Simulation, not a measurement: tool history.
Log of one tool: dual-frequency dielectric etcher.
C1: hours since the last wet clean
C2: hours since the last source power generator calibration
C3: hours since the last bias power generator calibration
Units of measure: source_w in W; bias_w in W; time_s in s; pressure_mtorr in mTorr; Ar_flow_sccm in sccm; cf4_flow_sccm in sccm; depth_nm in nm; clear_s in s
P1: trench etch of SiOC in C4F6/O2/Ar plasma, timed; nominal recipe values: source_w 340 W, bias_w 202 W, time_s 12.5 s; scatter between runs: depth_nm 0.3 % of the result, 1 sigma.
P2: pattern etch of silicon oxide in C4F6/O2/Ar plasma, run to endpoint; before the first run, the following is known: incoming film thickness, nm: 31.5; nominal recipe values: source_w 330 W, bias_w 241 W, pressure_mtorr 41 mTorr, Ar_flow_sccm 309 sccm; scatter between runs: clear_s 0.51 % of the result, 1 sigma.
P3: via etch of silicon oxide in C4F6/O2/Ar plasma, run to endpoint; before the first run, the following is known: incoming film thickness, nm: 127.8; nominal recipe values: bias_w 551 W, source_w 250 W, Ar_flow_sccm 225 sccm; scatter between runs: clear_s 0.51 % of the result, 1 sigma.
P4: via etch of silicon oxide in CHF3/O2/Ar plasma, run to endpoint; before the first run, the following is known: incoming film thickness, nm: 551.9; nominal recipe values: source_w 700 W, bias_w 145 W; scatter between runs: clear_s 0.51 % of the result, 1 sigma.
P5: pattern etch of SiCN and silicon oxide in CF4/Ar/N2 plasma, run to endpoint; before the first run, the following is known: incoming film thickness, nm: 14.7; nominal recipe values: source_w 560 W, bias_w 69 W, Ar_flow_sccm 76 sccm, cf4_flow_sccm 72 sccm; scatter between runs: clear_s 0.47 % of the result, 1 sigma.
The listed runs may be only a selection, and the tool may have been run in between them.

Run 1, day 0.438: process P1, source_w 340 W, bias_w 202 W, time_s 12.5 s; C1 336.9; C2 1799.8; C3 2071.8. Result: depth_nm 24.63 nm.
Run 2, day 0.921: process P2, source_w 260 W, bias_w 241 W, pressure_mtorr 41 mTorr, Ar_flow_sccm 309 sccm; C1 348.5; C2 1811.4; C3 2083.4. Result: clear_s 10.829 s.
Run 3, day 1.346: process P1, source_w 340 W, bias_w 240 W, time_s 12.5 s; C1 358.7; C2 1821.6; C3 2093.6. Result: depth_nm 26.262 nm.
At day 1.642: bias power generator calibrated.
Run 4, day 1.988: process P4, source_w 420 W, bias_w 145 W; C1 374.1; C2 1837; C3 8.4. Result: clear_s 356.38 s.
Run 5, day 2.288: process P1, source_w 340 W, bias_w 119 W, time_s 12.5 s; C1 381.3; C2 1844.2; C3 15.6. Result: depth_nm 20.941 nm.
Run 6, day 2.8: process P5, source_w 560 W, bias_w 69 W, Ar_flow_sccm 76 sccm, cf4_flow_sccm 72 sccm; C1 393.6; C2 1856.5; C3 27.9. Result: clear_s 13.482 s.
Run 7, day 3.133: process P1, source_w 340 W, bias_w 202 W, time_s 12.5 s; C1 401.6; C2 1864.5; C3 35.9. Result: depth_nm 24.77 nm.
Run 8, day 3.562: process P3, source_w 250 W, bias_w 551 W, Ar_flow_sccm 168 sccm; C1 411.9; C2 1874.8; C3 46.2. Result: clear_s 31.005 s.
Run 9, day 4.083: process P1, source_w 460 W, bias_w 202 W, time_s 12.5 s; C1 424.4; C2 1887.3; C3 58.7. Result: depth_nm 27.63 nm.
Run 10, day 4.638: process P2, source_w 330 W, bias_w 241 W, pressure_mtorr 41 mTorr, Ar_flow_sccm 309 sccm; C1 437.7; C2 1900.6; C3 72. Result: clear_s 9.9191 s.
Run 11, day 5.225: process P2, source_w 330 W, bias_w 158 W, pressure_mtorr 41 mTorr, Ar_flow_sccm 309 sccm; C1 451.8; C2 1914.7; C3 86.1. Result: clear_s 11.416 s.
Run 12, day 5.704: process P1, source_w 410 W, bias_w 202 W, time_s 9.5 s; C1 463.3; C2 1926.2; C3 97.6. Result: depth_nm 20.228 nm.
Run 13, day 6.012: process P2, source_w 330 W, bias_w 241 W, pressure_mtorr 27.5 mTorr, Ar_flow_sccm 309 sccm; C1 470.7; C2 1933.6; C3 105. Result: clear_s 9.4202 s.
Run 14, day 6.512: process P4, source_w 700 W, bias_w 190 W; C1 482.7; C2 1945.6; C3 117. Result: clear_s 267.73 s.
Run 15, day 6.854: process P5, source_w 560 W, bias_w 69 W, Ar_flow_sccm 99 sccm, cf4_flow_sccm 72 sccm; C1 490.9; C2 1953.8; C3 125.2. Result: clear_s 14.044 s.
At day 7.129: wet clean of the chamber.
Run 16, day 7.325: process P1, source_w 220 W, bias_w 202 W, time_s 9.5 s; C1 4.8; C2 1965.1; C3 136.5. Result: depth_nm 15.918 nm.
Run 17, day 7.642: process P1, source_w 340 W, bias_w 202 W, time_s 12.5 s; C1 12.4; C2 1972.7; C3 144.1. Result: depth_nm 24.757 nm.
Run 18, day 8.167: process P2, source_w 330 W, bias_w 241 W, pressure_mtorr 41 mTorr, Ar_flow_sccm 368 sccm; C1 25; C2 1985.3; C3 156.7. Result: clear_s 10.121 s.
Run 19, day 8.804: process P1, source_w 340 W, bias_w 202 W, time_s 17.5 s; C1 40.3; C2 2000.6; C3 172. Result: depth_nm 34.533 nm.
Run 20, day 9.158: process P1, source_w 340 W, bias_w 202 W, time_s 12.5 s; C1 48.8; C2 2009.1; C3 180.5. Result: depth_nm 24.735 nm.
Run 21, day 9.804: process P1, source_w 250 W, bias_w 202 W, time_s 12.5 s; C1 64.3; C2 2024.6; C3 196. Result: depth_nm 21.926 nm.
Run 22, day 10.371: process P5, source_w 560 W, bias_w 69 W, Ar_flow_sccm 76 sccm, cf4_flow_sccm 87 sccm; C1 77.9; C2 2038.2; C3 209.6. Result: clear_s 13.205 s.
Run 23, day 11.012: process P3, source_w 250 W, bias_w 551 W, Ar_flow_sccm 225 sccm; C1 93.3; C2 2053.6; C3 225. Result: clear_s 31.705 s.
Run 24, day 11.642: process P1, source_w 340 W, bias_w 202 W, time_s 12.5 s; C1 108.4; C2 2068.7; C3 240.1. Result: depth_nm 24.7 nm.
Run 25, day 12.017: process P1, source_w 340 W, bias_w 202 W, time_s 12.5 s; C1 117.4; C2 2077.7; C3 249.1. Result: depth_nm 24.599 nm.
Run 26, day 12.621: process P1, source_w 340 W, bias_w 238 W, time_s 9.5 s; C1 131.9; C2 2092.2; C3 263.6. Result: depth_nm 19.853 nm.
Run 27, day 13.083: process P1, source_w 340 W, bias_w 202 W, time_s 7 s; C1 143; C2 2103.3; C3 274.7. Result: depth_nm 13.815 nm.
Run 28, day 13.712: process P3, source_w 250 W, bias_w 689 W, Ar_flow_sccm 225 sccm; C1 158.1; C2 2118.4; C3 289.8. Result: clear_s 29.375 s.
Run 29, day 14.221: process P5, source_w 330 W, bias_w 69 W, Ar_flow_sccm 76 sccm, cf4_flow_sccm 72 sccm; C1 170.3; C2 2130.6; C3 302. Result: clear_s 21.402 s.
Run 30, day 14.788: process P3, source_w 310 W, bias_w 551 W, Ar_flow_sccm 225 sccm; C1 183.9; C2 2144.2; C3 315.6. Result: clear_s 29.545 s.
Run 31, day 15.162: process P4, source_w 700 W, bias_w 145 W; C1 192.9; C2 2153.2; C3 324.6. Result: clear_s 291.04 s.
Run 32, day 15.833: process P5, source_w 560 W, bias_w 42 W, Ar_flow_sccm 76 sccm, cf4_flow_sccm 72 sccm; C1 209; C2 2169.3; C3 340.7. Result: clear_s 15.664 s.
Run 33, day 16.383: process P1, source_w 340 W, bias_w 202 W, time_s 12.5 s; C1 222.2; C2 2182.5; C3 353.9. Result: depth_nm 24.603 nm.
Run 34, day 16.862: process P1, source_w 340 W, bias_w 202 W, time_s 12.5 s; C1 233.7; C2 2194; C3 365.4. Result: depth_nm 24.429 nm.
Run 35, day 17.196: process P1, source_w 340 W, bias_w 202 W, time_s 12.5 s; C1 241.7; C2 2202; C3 373.4. Result: depth_nm 24.569 nm.
Run 36, day 17.625: process P1, source_w 340 W, bias_w 202 W, time_s 12.5 s; C1 252; C2 2212.3; C3 383.7. Result: depth_nm 24.35 nm.
Run 37, day 18.304: process P1, source_w 340 W, bias_w 202 W, time_s 12.5 s; C1 268.3; C2 2228.6; C3 400. Result: depth_nm 24.334 nm.
Run 38, day 18.921: process P1, source_w 340 W, bias_w 202 W, time_s 12.5 s; C1 283.1; C2 2243.4; C3 414.8. Result: depth_nm 24.224 nm.
At day 19.138: wet clean of the chamber.
Run 39, day 19.525: process P1, source_w 340 W, bias_w 202 W, time_s 12.5 s; C1 9.4; C2 2257.9; C3 429.3. Result: depth_nm 24.384 nm.
Run 40, day 20.025: process P1, source_w 340 W, bias_w 202 W, time_s 12.5 s; C1 21.4; C2 2269.9; C3 441.3. Result: depth_nm 24.242 nm.
Run 41, day 20.646: process P1, source_w 340 W, bias_w 202 W, time_s 12.5 s; C1 36.3; C2 2284.8; C3 456.2. Result: depth_nm 24.293 nm.
Run 42, day 21: process P1, source_w 340 W, bias_w 202 W, time_s 12.5 s; C1 44.8; C2 2293.3; C3 464.7. Result: depth_nm 24.206 nm.

P1 has crept away from where it was. The log is fitted equally well by each of these 2 causes, at the sizes shown:
A: source power that arrives under what is set, % = 3.78
B: bias power that arrives under what is set, % = 4.45
The drift started at roughly day 16.383.
Why every other cause is out:
chamber walls in a state that lowers the etch rate, %: its service at day 19.138 followed the start of the drift and did not put the process back to its old value

4 check runs are offered, each on 3 wafers whose results are averaged, their results left as question marks. Which one tells the causes apart?
Run check 1, day 21.354: process P5, source_w 560 W, bias_w 48 W, Ar_flow_sccm 76 sccm, cf4_flow_sccm 83 sccm. Result: clear_s ?.
Run check 2, day 21.354: process P4, source_w 450 W, bias_w 190 W. Result: clear_s ?.
Run check 3, day 21.354: process P2, source_w 330 W, bias_w 182 W, pressure_mtorr 41 mTorr, Ar_flow_sccm 309 sccm. Result: clear_s ?.
Run check 4, day 21.354: process P3, source_w 250 W, bias_w 551 W, Ar_flow_sccm 188 sccm. Result: clear_s ?.

Outcome of each check run for each possible cause:
  check   result    if A    if B
check 1  clear_s  15.319  14.983
check 2  clear_s  318.45   318.8
check 3  clear_s  11.067  11.063
check 4  clear_s    31.8  31.912
Distance between the nearest two causes, measured in the result of the check that separates them most: check 1 2.21 %; check 2 0.11 %; check 3 0.04 %; check 4 0.35 %
The other checks would show nearly matching results whichever cause is true, so check 1 is the only one that separates the causes.

Check 1 has now been run. It gave: clear_s 15.014 s. Which of the candidate causes is it?

It was cause B: bias power that arrives under what is set, %.

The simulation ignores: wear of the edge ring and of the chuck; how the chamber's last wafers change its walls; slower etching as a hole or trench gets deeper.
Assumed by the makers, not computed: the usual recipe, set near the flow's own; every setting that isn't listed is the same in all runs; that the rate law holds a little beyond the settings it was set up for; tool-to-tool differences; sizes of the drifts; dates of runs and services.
